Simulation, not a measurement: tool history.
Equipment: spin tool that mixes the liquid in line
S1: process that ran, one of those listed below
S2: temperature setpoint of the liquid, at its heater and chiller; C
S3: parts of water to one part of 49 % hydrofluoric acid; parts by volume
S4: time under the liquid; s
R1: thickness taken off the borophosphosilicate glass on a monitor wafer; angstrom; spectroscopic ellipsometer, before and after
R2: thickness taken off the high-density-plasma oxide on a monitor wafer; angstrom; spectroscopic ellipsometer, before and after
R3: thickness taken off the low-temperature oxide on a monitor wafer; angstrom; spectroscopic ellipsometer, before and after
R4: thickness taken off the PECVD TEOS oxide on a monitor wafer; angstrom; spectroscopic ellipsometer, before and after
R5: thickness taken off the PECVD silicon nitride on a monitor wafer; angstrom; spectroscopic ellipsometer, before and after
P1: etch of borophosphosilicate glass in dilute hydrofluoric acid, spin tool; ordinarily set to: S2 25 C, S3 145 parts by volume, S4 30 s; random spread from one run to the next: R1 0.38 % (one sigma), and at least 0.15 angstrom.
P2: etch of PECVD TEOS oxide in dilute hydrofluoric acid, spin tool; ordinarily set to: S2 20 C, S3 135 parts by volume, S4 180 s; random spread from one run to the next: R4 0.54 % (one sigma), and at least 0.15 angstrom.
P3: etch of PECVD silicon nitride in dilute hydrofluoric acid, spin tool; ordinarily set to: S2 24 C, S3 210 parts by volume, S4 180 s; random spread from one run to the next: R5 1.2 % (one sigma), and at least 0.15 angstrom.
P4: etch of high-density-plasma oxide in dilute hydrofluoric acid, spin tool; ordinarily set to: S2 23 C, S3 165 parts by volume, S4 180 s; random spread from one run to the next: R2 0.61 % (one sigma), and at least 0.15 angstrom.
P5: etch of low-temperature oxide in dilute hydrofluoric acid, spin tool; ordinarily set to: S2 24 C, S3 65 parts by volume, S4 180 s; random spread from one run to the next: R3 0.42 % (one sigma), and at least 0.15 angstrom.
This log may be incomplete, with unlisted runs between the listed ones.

Run 1, hour 11.3: S1 P1, S2 25 C, S3 145 parts by volume, S4 30 s. Result: R1 144.67 angstrom.
Run 2, hour 17.4: S1 P4, S2 23 C, S3 50 parts by volume, S4 180 s. Result: R2 185.9 angstrom.
Run 3, hour 24.1: S1 P1, S2 25 C, S3 145 parts by volume, S4 15 s. Result: R1 71.816 angstrom.
Run 4, hour 32.6: S1 P4, S2 23 C, S3 165 parts by volume, S4 180 s. Result: R2 49.211 angstrom.
Run 5, hour 40.1: S1 P5, S2 24 C, S3 65 parts by volume, S4 180 s. Result: R3 303.39 angstrom.
Run 6, hour 49.5: S1 P4, S2 31 C, S3 165 parts by volume, S4 180 s. Result: R2 66.528 angstrom.
Run 7, hour 61.6: S1 P2, S2 20 C, S3 240 parts by volume, S4 180 s. Result: R4 102.09 angstrom.
Run 8, hour 67.1: S1 P5, S2 24 C, S3 65 parts by volume, S4 300 s. Result: R3 510.83 angstrom.
Run 9, hour 77.6: S1 P5, S2 32 C, S3 65 parts by volume, S4 180 s. Result: R3 418 angstrom.
Run 10, hour 89.7: S1 P2, S2 17 C, S3 135 parts by volume, S4 180 s. Result: R4 177.57 angstrom.
Run 11, hour 100.9: S1 P1, S2 25 C, S3 45 parts by volume, S4 30 s. Result: R1 529.22 angstrom.
Run 12, hour 106.5: S1 P5, S2 24 C, S3 65 parts by volume, S4 180 s. Result: R3 301.68 angstrom.
Run 13, hour 118.6: S1 P1, S2 25 C, S3 145 parts by volume, S4 30 s. Result: R1 144.81 angstrom.
Run 14, hour 130.7: S1 P1, S2 25 C, S3 145 parts by volume, S4 55 s. Result: R1 265.12 angstrom.
Run 15, hour 141.4: S1 P3, S2 24 C, S3 210 parts by volume, S4 180 s. Result: R5 22.734 angstrom.
Run 16, hour 150.3: S1 P2, S2 20 C, S3 135 parts by volume, S4 180 s. Result: R4 202.63 angstrom.
Run 17, hour 156.6: S1 P5, S2 24 C, S3 115 parts by volume, S4 180 s. Result: R3 161.34 angstrom.
Run 18, hour 163.8: S1 P1, S2 25 C, S3 250 parts by volume, S4 30 s. Result: R1 74.49 angstrom.
Run 19, hour 172.9: S1 P1, S2 25 C, S3 145 parts by volume, S4 30 s. Result: R1 144.36 angstrom.
Run 20, hour 182.6: S1 P1, S2 25 C, S3 145 parts by volume, S4 30 s. Result: R1 144.33 angstrom.
Run 21, hour 194.7: S1 P2, S2 20 C, S3 135 parts by volume, S4 75 s. Result: R4 84.733 angstrom.
Run 22, hour 202: S1 P1, S2 29 C, S3 145 parts by volume, S4 30 s. Result: R1 167.92 angstrom.
Run 23, hour 207.9: S1 P3, S2 29 C, S3 210 parts by volume, S4 180 s. Result: R5 31.708 angstrom.
Run 24, hour 216.8: S1 P4, S2 23 C, S3 165 parts by volume, S4 85 s. Result: R2 22.933 angstrom.
Run 25, hour 222.7: S1 P1, S2 25 C, S3 145 parts by volume, S4 30 s. Result: R1 145.02 angstrom.
Run 26, hour 228.5: S1 P4, S2 23 C, S3 165 parts by volume, S4 180 s. Result: R2 49.502 angstrom.
Run 27, hour 239.7: S1 P3, S2 24 C, S3 100 parts by volume, S4 180 s. Result: R5 48.484 angstrom.
Run 28, hour 249.2: S1 P3, S2 24 C, S3 210 parts by volume, S4 180 s. Result: R5 23.22 angstrom.
Run 29, hour 255.3: S1 P1, S2 21 C, S3 145 parts by volume, S4 30 s. Result: R1 123.13 angstrom.
Run 30, hour 265.9: S1 P1, S2 19.5 C, S3 145 parts by volume, S4 15 s. Result: R1 58.094 angstrom.
Run 31, hour 272.9: S1 P2, S2 20 C, S3 135 parts by volume, S4 180 s. Result: R4 203 angstrom.
Run 32, hour 279.4: S1 P1, S2 25 C, S3 145 parts by volume, S4 30 s. Result: R1 144.68 angstrom.
Run 33, hour 285.2: S1 P3, S2 24 C, S3 210 parts by volume, S4 335 s. Result: R5 42.621 angstrom.
Run 34, hour 296.8: S1 P1, S2 25 C, S3 145 parts by volume, S4 30 s. Result: R1 145.65 angstrom.
Run 35, hour 304.5: S1 P1, S2 25 C, S3 145 parts by volume, S4 30 s. Result: R1 141.14 angstrom.
Run 36, hour 314.9: S1 P1, S2 25 C, S3 145 parts by volume, S4 30 s. Result: R1 139.72 angstrom.
Run 37, hour 327: S1 P1, S2 25 C, S3 145 parts by volume, S4 30 s. Result: R1 136.78 angstrom.
Run 38, hour 332.7: S1 P1, S2 25 C, S3 145 parts by volume, S4 30 s. Result: R1 137.73 angstrom.
Run 39, hour 341.5: S1 P1, S2 25 C, S3 145 parts by volume, S4 30 s. Result: R1 136.68 angstrom.
Run 40, hour 353.7: S1 P1, S2 25 C, S3 145 parts by volume, S4 30 s. Result: R1 135.57 angstrom.
Run 41, hour 361.5: S1 P1, S2 25 C, S3 145 parts by volume, S4 30 s. Result: R1 135.26 angstrom.
Run 42, hour 372.4: S1 P1, S2 25 C, S3 145 parts by volume, S4 30 s. Result: R1 136.15 angstrom.

The output of P1 has drifted from where it used to be. Each of the 2 causes below, taken at the size shown beside it, accounts for the log equally well:
A: liquid colder than its thermometer reads (K) = 1.67
B: hydrofluoric acid flow below the setpoint (%) = 5.3
The drift started at roughly hour 296.8.

4 check runs are offered, each on 3 wafers whose results are averaged, their results left as question marks. Which one tells the causes apart?
Run check 1, hour 383.3: S1 P2, S2 17 C, S3 235 parts by volume, S4 180 s. Result: R4 ?.
Run check 2, hour 383.3: S1 P4, S2 30.5 C, S3 65 parts by volume, S4 180 s. Result: R2 ?.
Run check 3, hour 383.3: S1 P5, S2 29.5 C, S3 105 parts by volume, S4 180 s. Result: R3 ?.
Run check 4, hour 383.3: S1 P3, S2 24 C, S3 110 parts by volume, S4 180 s. Result: R5 ?.

What each check would give under each cause:
  check  result    if A    if B
check 1      R4  87.621  87.621
check 2      R2  177.84   178.7
check 3      R3  208.29   208.4
check 4      R5  39.162  41.439
Per check, the gap between the least separated pair of causes, taken in the result that splits them most: check 1 0 %; check 2 0.48 %; check 3 0.05 %; check 4 5.65 %
The other checks would show nearly matching results whichever cause is true, so check 4 is the only one that separates the causes.

Check 4 was carried out, with these results: R5 41.636 angstrom. Which of the listed causes is responsible?

Of the candidate causes, it is B: hydrofluoric acid flow below the setpoint (%).
